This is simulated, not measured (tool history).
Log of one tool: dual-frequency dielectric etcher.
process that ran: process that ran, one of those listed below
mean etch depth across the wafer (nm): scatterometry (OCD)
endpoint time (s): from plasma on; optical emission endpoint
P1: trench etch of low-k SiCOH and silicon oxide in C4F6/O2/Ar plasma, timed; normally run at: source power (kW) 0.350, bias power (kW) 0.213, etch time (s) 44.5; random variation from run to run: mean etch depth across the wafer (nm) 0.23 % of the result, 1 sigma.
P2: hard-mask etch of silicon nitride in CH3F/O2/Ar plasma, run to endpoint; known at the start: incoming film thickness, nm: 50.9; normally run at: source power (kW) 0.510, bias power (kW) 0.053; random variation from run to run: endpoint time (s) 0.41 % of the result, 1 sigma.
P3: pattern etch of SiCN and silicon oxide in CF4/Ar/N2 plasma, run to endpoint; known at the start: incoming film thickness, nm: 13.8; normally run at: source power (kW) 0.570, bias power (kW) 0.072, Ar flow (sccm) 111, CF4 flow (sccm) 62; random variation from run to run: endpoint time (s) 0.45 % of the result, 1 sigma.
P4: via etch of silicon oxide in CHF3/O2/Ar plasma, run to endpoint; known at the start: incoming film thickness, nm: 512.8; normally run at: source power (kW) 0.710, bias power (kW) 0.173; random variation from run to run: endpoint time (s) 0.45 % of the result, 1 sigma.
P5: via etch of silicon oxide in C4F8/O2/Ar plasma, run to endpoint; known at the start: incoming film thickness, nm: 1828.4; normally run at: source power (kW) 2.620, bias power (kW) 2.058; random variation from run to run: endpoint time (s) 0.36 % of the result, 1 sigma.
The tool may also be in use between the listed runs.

run,hour,process that ran,source power (kW),bias power (kW),etch time (s),Ar flow (sccm),CF4 flow (sccm),hours since the last wet clean,hours since the last source power generator calibration,hours since the last bias power generator calibration,mean etch depth across the wafer (nm),endpoint time (s)
1,5.2,P1,0.350,0.213,44.5,,,71.2,612.5,1000.0,138.430,
2,12.4,P3,0.570,0.045,,111,62,78.4,619.7,1007.2,,15.480
3,17.4,P2,0.510,0.073,,,,83.4,624.7,1012.2,,65.632
4,21.9,P3,0.570,0.072,,111,62,87.9,629.2,1016.7,,13.184
5,27.5,P5,3.650,2.058,,,,93.5,634.8,1022.3,,271.370
6,35.9,P1,0.450,0.213,57.5,,,101.9,643.2,1030.7,196.780,
7,44.1,P1,0.350,0.213,44.5,,,110.1,651.4,1038.9,138.790,
8,47.9,P1,0.480,0.144,44.5,,,113.9,655.2,1042.7,138.520,
9,56.4,P3,0.750,0.072,,111,62,122.4,663.7,1051.2,,10.437
10,61.6,P1,0.350,0.213,44.5,,,127.6,668.9,1056.4,138.500,
11,69.1,P2,0.510,0.053,,,,135.1,676.4,1063.9,,73.153
12,75.1,P4,0.850,0.173,,,,141.1,682.4,1069.9,,229.450
13,81.3,P4,0.710,0.173,,,,147.3,688.6,1076.1,,247.280
14,88.9,P2,0.510,0.053,,,,154.9,696.2,1083.7,,73.389
15,94.7,P1,0.350,0.213,26.5,,,160.7,702.0,1089.5,82.268,
16,100.3,P1,0.350,0.213,58.5,,,166.3,707.6,1095.1,182.780,
# hour 103.2: source power generator calibrated
17,104.2,P3,0.570,0.072,,81,62,170.2,1.1,1099.0,,12.636
18,112.5,P1,0.220,0.213,44.5,,,178.5,9.4,1107.3,115.820,
19,117.9,P5,2.620,2.823,,,,183.9,14.8,1112.7,,282.340
20,124.8,P5,2.620,2.058,,,,190.8,21.7,1119.6,,307.310
21,132.2,P2,0.360,0.053,,,,198.2,29.1,1127.0,,84.234
22,140.9,P1,0.450,0.213,44.5,,,206.9,37.8,1135.7,152.120,
23,146.1,P1,0.350,0.213,44.5,,,212.1,43.0,1140.9,138.830,
24,153.2,P1,0.350,0.141,44.5,,,219.2,50.1,1148.0,122.160,
25,161.3,P5,2.620,2.058,,,,227.3,58.2,1156.1,,312.620
26,166.8,P4,0.710,0.110,,,,232.8,63.7,1161.6,,284.650
27,172.0,P1,0.350,0.294,44.5,,,238.0,68.9,1166.8,155.070,
28,177.8,P3,0.570,0.072,,111,48,243.8,74.7,1172.6,,13.884
29,186.4,P1,0.230,0.213,35.0,,,252.4,83.3,1181.2,93.032,
30,194.0,P1,0.350,0.213,44.5,,,260.0,90.9,1188.8,138.480,
31,200.6,P1,0.350,0.213,44.5,,,266.6,97.5,1195.4,138.700,
32,207.5,P1,0.350,0.213,44.5,,,273.5,104.4,1202.3,136.770,
33,212.6,P1,0.350,0.213,44.5,,,278.6,109.5,1207.4,137.080,
# hour 214.3: wet clean of the chamber
34,216.5,P1,0.350,0.213,44.5,,,2.2,113.4,1211.3,137.250,
35,223.2,P1,0.350,0.213,44.5,,,8.9,120.1,1218.0,136.280,
36,227.9,P1,0.350,0.213,44.5,,,13.6,124.8,1222.7,136.850,
37,232.1,P1,0.350,0.213,44.5,,,17.8,129.0,1226.9,136.370,

What P1 gives has crept away from where it was. These 2 causes fit the log equally well, each at the size given:
A: bias power that arrives under what is set, % = 4.7
B: source power that arrives under what is set, % = 4.03
The creep began at about hour 200.6.
Why every other cause is out:
chamber walls in a state that lowers the etch rate, %: serviced at hour 214.3, which brought nothing back

4 check runs are offered, each on 3 wafers whose results are averaged, their results left as question marks. Which one tells the causes apart?
check 1,236.3,P4,0.820,0.112,,,,,,,,?
check 2,236.3,P3,0.730,0.072,,85,62,,,,,?
check 3,236.3,P5,3.210,2.769,,,,,,,,?
check 4,236.3,P2,0.380,0.070,,,,,,,,?

What each check would give under each cause:
check,result,if A,if B
check 1,endpoint time (s),269.710,270.320
check 2,endpoint time (s),10.388,10.609
check 3,endpoint time (s),266.170,266.730
check 4,endpoint time (s),76.395,76.337
How far apart the two closest causes lie, in the result that separates them most: check 1 0.23 %; check 2 2.1 %; check 3 0.21 %; check 4 0.08 %
Check 2 tells the causes apart: in the others they would give nearly the same result.

Check 2 was then run and gave: endpoint time (s) 10.616. Which cause is it?

It is B: source power that arrives under what is set, %.

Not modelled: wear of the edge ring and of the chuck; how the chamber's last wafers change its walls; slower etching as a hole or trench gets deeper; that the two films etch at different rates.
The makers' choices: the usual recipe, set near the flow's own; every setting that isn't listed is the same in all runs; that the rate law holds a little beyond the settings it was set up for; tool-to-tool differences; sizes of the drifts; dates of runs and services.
